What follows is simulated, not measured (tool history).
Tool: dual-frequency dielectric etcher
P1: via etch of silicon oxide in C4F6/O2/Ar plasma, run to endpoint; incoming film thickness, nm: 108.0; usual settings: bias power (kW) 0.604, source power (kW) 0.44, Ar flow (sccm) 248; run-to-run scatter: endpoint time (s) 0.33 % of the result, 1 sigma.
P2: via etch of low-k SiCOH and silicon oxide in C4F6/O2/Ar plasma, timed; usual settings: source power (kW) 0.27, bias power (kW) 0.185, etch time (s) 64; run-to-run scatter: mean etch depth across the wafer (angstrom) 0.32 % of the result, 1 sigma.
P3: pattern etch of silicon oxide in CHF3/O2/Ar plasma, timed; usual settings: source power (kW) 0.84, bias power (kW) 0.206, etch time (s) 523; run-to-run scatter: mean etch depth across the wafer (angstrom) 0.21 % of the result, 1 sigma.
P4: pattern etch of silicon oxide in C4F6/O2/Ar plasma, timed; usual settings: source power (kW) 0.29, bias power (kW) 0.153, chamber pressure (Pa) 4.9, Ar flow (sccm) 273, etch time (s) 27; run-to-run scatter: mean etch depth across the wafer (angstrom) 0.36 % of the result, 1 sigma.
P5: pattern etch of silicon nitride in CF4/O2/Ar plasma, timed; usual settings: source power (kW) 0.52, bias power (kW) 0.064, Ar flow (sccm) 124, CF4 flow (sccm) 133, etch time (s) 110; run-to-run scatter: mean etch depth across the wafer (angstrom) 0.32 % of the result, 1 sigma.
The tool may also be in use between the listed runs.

run   hour  process that ran  bias power (kW)  source power (kW)  Ar flow (sccm)  CF4 flow (sccm)  etch time (s)  chamber pressure (Pa)  endpoint time (s)  mean etch depth across the wafer (angstrom)
  1    4.9                P1            0.604               0.44             248                                                                    21.132
  2      8                P1            0.746               0.44             206                                                                    19.044
  3   13.6                P1            0.604               0.54             289                                                                    20.029
  4   17.7                P5            0.064               0.52             124              133          143.5                                                                                 3147.8
  5   21.4                P5            0.064               0.52             124              174            110                                                                                 2485.1
  6   24.1                P1            0.604               0.44             188                                                                    20.522
  7   26.5                P1            0.604               0.44             248                                                                    21.037
  8   29.9                P5            0.064               0.52             124              133            110                                                                                 2423.8
      31.1  -- source power generator calibrated
  9   32.9                P5            0.064               0.68             124              133            110                                                                                 3054.1
 10   36.2                P4            0.153               0.29             273                              27                    4.9                                                          706.47
 11   40.5                P2            0.185               0.36                                              64                                                                                 1746.5
 12   44.4                P2            0.232               0.27                                              64                                                                                 1696.6
 13   46.9                P3            0.284               0.84                                             523                                                                                  13792
 14   50.6                P4            0.153               0.29             273                              27                    4.9                                                          702.34
 15   53.4                P4            0.153               0.29             368                              27                    4.9                                                          682.41
 16   57.7                P1            0.604               0.44             298                                                                    21.646
 17   62.9                P5            0.064               0.52              93              133            110                                                                                 2486.8
 18   66.6                P1            0.604               0.44             248                                                                    21.243
 19   70.2                P3            0.206               1.12                                             523                                                                                  13732
 20   73.7                P4            0.197               0.29             273                              27                    4.9                                                          764.21
 21   78.5                P2            0.185               0.27                                              64                                                                                 1564.2
 22   82.2                P1            0.856               0.44             248                                                                    18.319
 23   86.3                P1            0.604               0.44             248                                                                    21.142
 24   89.3                P4            0.153               0.29             273                              15                    4.9                                                          391.17
 25   93.6                P1            0.604               0.44             248                                                                    21.152
 26   96.5                P3            0.206               0.84                                             523                                                                                  12308
 27  101.1                P3            0.206               0.84                                             523                                                                                  12307
 28  106.1                P5             0.05               0.52             124              133            110                                                                                 2196.7
 29    111                P2            0.185               0.27                                              64                                                                                 1572.7
 30  114.9                P1            0.604                0.3             248                                                                    24.379
 31  118.2                P1            0.378               0.44             248                                                                    25.151
 32  121.2                P4            0.153               0.29             273                              27                    5.9                                                          690.34
 33  123.7                P2            0.185               0.27                                              48                                                                                 1178.8
 34  129.2                P4            0.153               0.22             273                              27                    4.9                                                          631.08
 35  133.7                P1            0.604               0.44             248                                                                    21.215
 36  138.8                P1            0.604               0.53             248                                                                    19.558
 37  141.8                P3            0.206               0.84                                             390                                                                                 9187.1
 38  146.2                P1            0.604               0.44             248                                                                     21.01
 39  150.9                P1            0.604               0.44             248                                                                    20.906
 40  154.5                P1            0.604               0.44             248                                                                    20.863
     156.5  -- wet clean of the chamber
 41  159.5                P1            0.604               0.44             248                                                                    20.685
     163.1  -- Ar flow controller replaced
 42  165.1                P1            0.604               0.44             248                                                                    20.757
 43    169                P1            0.604               0.44             248                                                                    20.774
 44    174                P1            0.604               0.44             248                                                                    20.812

What P1 gives has crept away from where it was. These 2 causes fit the log equally well, each at the size given:
A: source power that arrives over what is set, % = 4.59
B: bias power that arrives over what is set, % = 4.38
The creep began at about hour 146.2.
Why every other cause is out:
chamber walls in a state that raises the etch rate, %: serviced at hour 156.5, which brought nothing back
Ar flow that arrives under what is set, %: serviced at hour 163.1, which brought nothing back

4 check runs are offered, each on 2 wafers whose results are averaged, their results left as question marks. Which one tells the causes apart?
check 1   179                P2            0.185               0.27                                              64                                                                                      ?
check 2   179                P3            0.206               0.84                                             523                                                                                      ?
check 3   179                P4            0.153               0.29             273                              27                    4.9                                                               ?
check 4   179                P5            0.064               0.52             124              133            110                                                                                      ?

What each check would give under each cause:
  check                                       result    if A    if B
check 1  mean etch depth across the wafer (angstrom)  1599.8  1594.7
check 2  mean etch depth across the wafer (angstrom)   12509   12476
check 3  mean etch depth across the wafer (angstrom)  717.09  714.16
check 4  mean etch depth across the wafer (angstrom)  2505.4  2450.3
How far apart the two closest causes lie, in the result that separates them most: check 1 0.32 %; check 2 0.26 %; check 3 0.41 %; check 4 2.22 %
Only check 4 tells the causes apart: in the others they would give nearly the same result.

Check 4 was then run and gave: mean etch depth across the wafer (angstrom) 2454.3. Which cause is it?

It is B: bias power that arrives over what is set, %.
